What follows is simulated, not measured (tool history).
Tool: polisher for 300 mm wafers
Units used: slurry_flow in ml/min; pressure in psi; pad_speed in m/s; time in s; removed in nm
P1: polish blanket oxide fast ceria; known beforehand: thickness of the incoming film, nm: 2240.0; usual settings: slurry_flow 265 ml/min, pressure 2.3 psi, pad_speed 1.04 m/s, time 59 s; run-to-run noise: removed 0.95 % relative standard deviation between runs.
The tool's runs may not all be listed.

{"run": 1, "hour": 10.4, "slurry_flow": 265, "pressure": 2.3, "pad_speed": 1.04, "time": 59, "removed": 884.38}
{"run": 2, "hour": 22.7, "slurry_flow": 160, "pressure": 2.3, "pad_speed": 1.04, "time": 59, "removed": 821.93}
{"run": 3, "hour": 34.2, "slurry_flow": 370, "pressure": 2.3, "pad_speed": 1.04, "time": 59, "removed": 907.74}
{"run": 4, "hour": 49.4, "slurry_flow": 265, "pressure": 2.3, "pad_speed": 1.04, "time": 59, "removed": 872.93}
{"run": 5, "hour": 57.9, "slurry_flow": 265, "pressure": 2.3, "pad_speed": 1.04, "time": 59, "removed": 874.58}
{"hour": 63.1, "done": "slurry nozzle cleaned"}
{"run": 6, "hour": 67.3, "slurry_flow": 265, "pressure": 1.0, "pad_speed": 1.04, "time": 59, "removed": 375.44}
{"run": 7, "hour": 81.5, "slurry_flow": 265, "pressure": 2.3, "pad_speed": 1.58, "time": 59, "removed": 1339.3}
{"run": 8, "hour": 90.8, "slurry_flow": 265, "pressure": 2.3, "pad_speed": 1.04, "time": 59, "removed": 884.45}
{"run": 9, "hour": 106.5, "slurry_flow": 395, "pressure": 2.9, "pad_speed": 1.04, "time": 59, "removed": 1141.4}
{"run": 10, "hour": 115.4, "slurry_flow": 265, "pressure": 2.3, "pad_speed": 1.04, "time": 91, "removed": 1342.9}
{"run": 11, "hour": 129.2, "slurry_flow": 265, "pressure": 1.7, "pad_speed": 1.04, "time": 83, "removed": 918.54}
{"run": 12, "hour": 139.2, "slurry_flow": 265, "pressure": 2.3, "pad_speed": 1.04, "time": 59, "removed": 890.84}
{"run": 13, "hour": 149.1, "slurry_flow": 265, "pressure": 2.3, "pad_speed": 1.04, "time": 34, "removed": 505.31}
{"run": 14, "hour": 161.3, "slurry_flow": 265, "pressure": 3.0, "pad_speed": 1.04, "time": 59, "removed": 1129.7}
{"run": 15, "hour": 172.1, "slurry_flow": 265, "pressure": 2.3, "pad_speed": 1.6, "time": 78, "removed": 1775.7}
{"run": 16, "hour": 184.7, "slurry_flow": 265, "pressure": 2.3, "pad_speed": 0.6, "time": 59, "removed": 505.19}
{"run": 17, "hour": 195.8, "slurry_flow": 265, "pressure": 2.3, "pad_speed": 1.04, "time": 59, "removed": 877.99}
{"run": 18, "hour": 207.3, "slurry_flow": 265, "pressure": 2.3, "pad_speed": 1.04, "time": 59, "removed": 859.87}
{"run": 19, "hour": 223.1, "slurry_flow": 265, "pressure": 2.3, "pad_speed": 1.04, "time": 59, "removed": 849.61}
{"run": 20, "hour": 233.1, "slurry_flow": 265, "pressure": 2.3, "pad_speed": 1.04, "time": 59, "removed": 827.74}
{"hour": 240.1, "done": "head pressure recalibrated"}
{"run": 21, "hour": 243.0, "slurry_flow": 265, "pressure": 2.3, "pad_speed": 1.04, "time": 59, "removed": 832.39}
{"run": 22, "hour": 255.0, "slurry_flow": 265, "pressure": 2.3, "pad_speed": 1.04, "time": 59, "removed": 823.64}

Run 23 comes next. What will it give?
{"run": 23, "hour": 266.6, "slurry_flow": 265, "pressure": 2.3, "pad_speed": 1.04, "time": 59, "removed": "?"}

removed: 818.60 nm
